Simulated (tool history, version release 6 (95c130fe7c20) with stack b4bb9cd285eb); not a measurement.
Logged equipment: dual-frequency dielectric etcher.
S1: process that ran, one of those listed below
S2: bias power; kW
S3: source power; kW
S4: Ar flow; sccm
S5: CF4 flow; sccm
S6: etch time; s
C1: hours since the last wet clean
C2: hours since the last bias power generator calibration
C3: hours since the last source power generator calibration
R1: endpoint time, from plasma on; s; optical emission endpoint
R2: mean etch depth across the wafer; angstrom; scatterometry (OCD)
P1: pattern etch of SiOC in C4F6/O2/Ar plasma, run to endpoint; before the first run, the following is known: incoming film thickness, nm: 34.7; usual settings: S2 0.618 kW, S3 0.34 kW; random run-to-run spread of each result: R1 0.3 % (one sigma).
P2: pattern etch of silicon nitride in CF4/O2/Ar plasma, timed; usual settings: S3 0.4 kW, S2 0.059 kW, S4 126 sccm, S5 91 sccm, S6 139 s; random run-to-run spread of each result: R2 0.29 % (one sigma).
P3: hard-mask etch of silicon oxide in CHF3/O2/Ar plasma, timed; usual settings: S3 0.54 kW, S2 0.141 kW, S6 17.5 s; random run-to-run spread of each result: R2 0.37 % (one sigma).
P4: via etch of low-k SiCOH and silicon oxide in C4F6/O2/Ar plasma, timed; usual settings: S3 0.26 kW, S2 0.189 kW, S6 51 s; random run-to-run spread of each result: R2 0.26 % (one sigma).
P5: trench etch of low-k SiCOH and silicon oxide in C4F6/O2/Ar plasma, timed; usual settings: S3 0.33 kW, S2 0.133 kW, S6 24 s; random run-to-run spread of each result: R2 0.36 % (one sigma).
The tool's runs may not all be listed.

run   hour  S1     S2    S3   S4   S5    S6     C1      C2      C3      R1      R2
  1    9.1  P1  0.618  0.34                  196.6  1648.3   923.8  10.881
  2   21.4  P2  0.059  0.55  126   91   139  208.9  1660.6   936.1          2908.4
  3   31.8  P3  0.141  0.54            22.5  219.3    1671   946.5          392.18
  4   43.5  P1  0.618  0.34                    231  1682.7   958.2  10.822
  5   53.4  P2  0.059   0.4  126  121   139  240.9  1692.6   968.1          2287.7
  6   64.2  P3  0.097  0.54            17.5  251.7  1703.4   978.9          272.97
  7   71.3  P4  0.247  0.26              51  258.8  1710.5     986          1240.8
  8   80.6  P5  0.087  0.33              24  268.1  1719.8   995.3          559.97
  9   86.8  P2  0.059   0.4  179   91   139  274.3    1726  1001.5            2107
 10   95.7  P2  0.059   0.4  126   91   181  283.2  1734.9  1010.4          2868.2
 11  105.8  P4  0.189  0.26              51  293.3    1745  1020.5          1134.5
 12  117.2  P4  0.189  0.26              51  304.7  1756.4  1031.9          1135.7
 13  124.8  P1  0.618  0.25                  312.3    1764  1039.5   12.17
 14  136.4  P5  0.133  0.33              24  323.9  1775.6  1051.1          632.49
 15  143.2  P1  0.618  0.34                  330.7  1782.4  1057.9  10.853
 16  154.1  P3  0.141  0.54            17.5  341.6  1793.3  1068.8          306.81
 17  166.1  P1  0.618  0.34                  353.6  1805.3  1080.8  10.916
 18  175.9  P3  0.141  0.35            17.5  363.4  1815.1  1090.6          260.14
 19    183  P4  0.189  0.35              51  370.5  1822.2  1097.7          1270.6
 20  191.9  P1  0.361  0.34                  379.4  1831.1  1106.6  13.288
 21  201.3  P5  0.133  0.21              24  388.8  1840.5    1116          529.21
 22  211.7  P5  0.133  0.33            15.5  399.2  1850.9  1126.4          409.17
 23  220.6  P1  0.449  0.25                  408.1  1859.8  1135.3  13.704
 24  226.1  P4  0.189  0.26            76.5  413.6  1865.3  1140.8          1705.8
 25    237  P2  0.059   0.4  126   91   139  424.5  1876.2  1151.7          2201.8
 26  246.9  P5  0.133  0.33              24  434.4  1886.1  1161.6          634.29
 27  257.4  P1  0.853  0.34                  444.9  1896.6  1172.1  9.5655
 28  268.8  P2  0.083   0.4  126   91   139  456.3    1908  1183.5          2541.9
 29  276.1  P1  0.618  0.42                  463.6  1915.3  1190.8  10.075
 30  285.3  P1  0.618  0.34                  472.8  1924.5    1200  10.873
 31  292.1  P1  0.618  0.34                  479.6  1931.3  1206.8  10.943
 32  299.6  P1  0.618  0.34                  487.1  1938.8  1214.3   10.95
 33  308.9  P1  0.618  0.34                  496.4  1948.1  1223.6  10.989
 34  318.3  P1  0.618  0.34                  505.8  1957.5    1233  11.056
 35  330.2  P1  0.618  0.34                  517.7  1969.4  1244.9  10.979
 36  341.2  P1  0.618  0.34                  528.7  1980.4  1255.9  11.025

Run 37 is up next; what results do you expect?
     342.6  -- wet clean of the chamber
 37  352.2  P1  0.618  0.34              9.6  1991.4  1266.9   ?

R1: 11.017 s

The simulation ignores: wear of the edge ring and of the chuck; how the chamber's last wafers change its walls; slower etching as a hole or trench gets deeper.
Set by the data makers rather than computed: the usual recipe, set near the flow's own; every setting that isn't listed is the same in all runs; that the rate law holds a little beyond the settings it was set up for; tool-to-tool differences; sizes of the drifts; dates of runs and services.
